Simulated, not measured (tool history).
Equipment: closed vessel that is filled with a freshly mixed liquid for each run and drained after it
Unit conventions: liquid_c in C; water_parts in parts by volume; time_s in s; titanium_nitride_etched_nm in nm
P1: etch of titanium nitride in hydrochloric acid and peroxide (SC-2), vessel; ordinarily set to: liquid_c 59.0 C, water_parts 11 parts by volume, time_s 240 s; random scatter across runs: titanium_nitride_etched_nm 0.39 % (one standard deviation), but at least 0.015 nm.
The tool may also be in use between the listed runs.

run,day,liquid_c,water_parts,time_s,hours since the thermometer was replaced,hours since the chemicals flow meter was replaced,hours since the drum of peroxide was connected,titanium_nitride_etched_nm
1,0.317,59.0,11,240,922.5,1150.7,387.2,11.04300
2,0.550,59.0,11,240,928.1,1156.3,392.8,11.07900
3,0.838,48.0,11,35,935.0,1163.2,399.7,0.80179
4,1.100,59.0,11,395,941.3,1169.5,406.0,18.08900
5,1.350,42.5,11,240,947.3,1175.5,412.0,3.69480
6,1.588,46.0,11,380,953.0,1181.2,417.7,7.47770
7,1.838,59.0,11,240,959.0,1187.2,423.7,11.02900
8,2.079,59.0,18,240,964.8,1193.0,429.5,7.16550
9,2.342,59.0,4,240,971.1,1199.3,435.8,23.89100
10,2.500,44.5,11,100,974.9,1203.1,439.6,1.76230
11,2.712,59.0,11,240,980.0,1208.2,444.7,11.02200
12,3.029,59.0,11,50,987.6,1215.8,452.3,2.30370
13,3.258,59.0,11,240,993.1,1221.3,457.8,11.14000
14,3.583,59.0,11,240,1000.9,1229.1,465.6,11.09700
15,3.792,72.0,11,240,1005.9,1234.1,470.6,24.22700

The next listed run, before its measurement:
16,4.108,59.0,11,240,1013.5,1241.7,478.2,?

Run 16 measured titanium_nitride_etched_nm 11.02600 nm.
